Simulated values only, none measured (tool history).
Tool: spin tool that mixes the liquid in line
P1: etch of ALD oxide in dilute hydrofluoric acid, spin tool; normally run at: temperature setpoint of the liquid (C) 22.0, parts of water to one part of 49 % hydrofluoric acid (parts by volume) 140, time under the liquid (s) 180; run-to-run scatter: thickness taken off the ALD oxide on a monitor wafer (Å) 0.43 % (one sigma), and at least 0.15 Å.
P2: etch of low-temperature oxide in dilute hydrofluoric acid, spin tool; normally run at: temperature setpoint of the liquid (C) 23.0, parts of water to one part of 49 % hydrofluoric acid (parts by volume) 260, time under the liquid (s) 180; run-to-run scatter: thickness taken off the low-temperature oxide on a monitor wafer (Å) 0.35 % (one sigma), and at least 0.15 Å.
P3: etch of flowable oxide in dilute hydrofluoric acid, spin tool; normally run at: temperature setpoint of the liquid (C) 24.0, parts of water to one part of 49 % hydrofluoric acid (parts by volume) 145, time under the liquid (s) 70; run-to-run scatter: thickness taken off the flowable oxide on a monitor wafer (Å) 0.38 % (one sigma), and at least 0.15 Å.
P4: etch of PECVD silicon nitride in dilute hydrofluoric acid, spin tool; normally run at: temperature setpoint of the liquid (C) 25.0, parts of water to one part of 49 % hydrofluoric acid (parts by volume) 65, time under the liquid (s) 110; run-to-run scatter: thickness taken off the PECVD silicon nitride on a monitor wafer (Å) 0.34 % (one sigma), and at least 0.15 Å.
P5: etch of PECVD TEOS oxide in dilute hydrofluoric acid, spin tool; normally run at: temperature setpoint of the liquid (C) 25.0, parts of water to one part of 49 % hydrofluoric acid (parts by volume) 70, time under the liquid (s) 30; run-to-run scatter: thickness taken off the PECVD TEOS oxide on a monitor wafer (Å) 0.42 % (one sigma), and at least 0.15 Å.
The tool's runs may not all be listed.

run	hour	process that ran	temperature setpoint of the liquid (C)	parts of water to one part of 49 % hydrofluoric acid (parts by volume)	time under the liquid (s)	thickness taken off the ALD oxide on a monitor wafer (Å)	thickness taken off the PECVD TEOS oxide on a monitor wafer (Å)	thickness taken off the PECVD silicon nitride on a monitor wafer (Å)	thickness taken off the flowable oxide on a monitor wafer (Å)	thickness taken off the low-temperature oxide on a monitor wafer (Å)
1	8.0	P1	22.0	140	180	125.120				
2	18.3	P5	25.0	70	30		101.400			
3	28.1	P4	25.0	65	15			7.878		
4	38.3	P5	19.5	70	30		81.371			
5	50.0	P1	17.5	140	335	192.500				
6	58.5	P3	17.0	145	70				133.92	
7	67.1	P1	22.0	140	320	219.640				
8	73.1	P1	22.0	140	180	124.530				
9	81.4	P5	25.0	120	30		56.760			
10	90.6	P1	22.0	140	180	124.080				
11	98.2	P1	22.0	225	180	70.052				
12	108.2	P5	25.0	70	30		101.940			
13	118.5	P1	17.0	140	300	168.880				
14	127.3	P5	25.0	70	15		51.665			
15	137.6	P1	22.0	140	180	123.870				
# hour 139.5: thermometer replaced
16	144.3	P4	25.0	95	110			40.478		
17	156.1	P2	23.0	260	15					13.934
18	168.5	P2	23.0	260	180					170.230
19	175.2	P4	25.0	65	110			59.898		
20	182.1	P4	20.0	65	110			41.740		
21	190.9	P3	24.0	50	70				579.01	
22	199.7	P3	24.0	145	70				176.53	
23	211.4	P1	29.5	140	180	164.340				
24	221.7	P4	25.0	65	110			59.280		
25	233.7	P2	23.0	260	180					169.630
26	245.1	P1	22.0	35	180	563.060				
27	255.9	P1	22.0	140	70	48.192				
28	263.4	P1	17.0	140	180	101.520				
29	274.1	P3	24.0	145	130				328.13	
30	281.2	P1	22.0	140	180	124.850				
31	289.7	P2	30.0	260	180					215.920
32	296.8	P2	23.0	45	180					1244.800
33	305.8	P1	22.0	140	180	123.630				
34	313.5	P1	22.0	140	180	119.980				
35	322.0	P1	22.0	140	180	117.900				
36	328.2	P1	22.0	140	180	116.620				
37	336.3	P1	22.0	140	180	114.160				
38	348.5	P1	22.0	140	180	113.490				
39	354.1	P1	22.0	140	180	114.570				
40	360.1	P1	22.0	140	180	113.430				
41	366.5	P1	22.0	140	180	113.160				
42	375.6	P1	22.0	140	180	113.320				
43	383.7	P1	22.0	140	180	113.320				

What P1 gives has crept away from where it was. These 2 causes fit the log equally well, each at the size given:
A: liquid colder than its thermometer reads (K) = 2.31
B: hydrofluoric acid flow below the setpoint (%) = 7.59
The creep began at about hour 305.8.

4 check runs are offered, one wafer each, their results left as question marks. Which one tells the causes apart?
check 1	391.8	P2	28.0	60	180					?
check 2	391.8	P3	17.0	145	70				?	
check 3	391.8	P4	25.0	65	45			?		
check 4	391.8	P5	22.0	70	15		?			

What each check would give under each cause:
check	result	if A	if B
check 1	thickness taken off the low-temperature oxide on a monitor wafer (Å)	1024.800	1031.000
check 2	thickness taken off the flowable oxide on a monitor wafer (Å)	121.32	122.00
check 3	thickness taken off the PECVD silicon nitride on a monitor wafer (Å)	20.770	22.433
check 4	thickness taken off the PECVD TEOS oxide on a monitor wafer (Å)	41.107	41.525
How far apart the two closest causes lie, in the result that separates them most: check 1 0.61 %; check 2 0.56 %; check 3 7.71 %; check 4 1.01 %
Only check 3 tells the causes apart: in the others they would give nearly the same result.

Then check 3 was run and gave: thickness taken off the PECVD silicon nitride on a monitor wafer (Å) 20.741. Which cause is it?

It is A: liquid colder than its thermometer reads (K).

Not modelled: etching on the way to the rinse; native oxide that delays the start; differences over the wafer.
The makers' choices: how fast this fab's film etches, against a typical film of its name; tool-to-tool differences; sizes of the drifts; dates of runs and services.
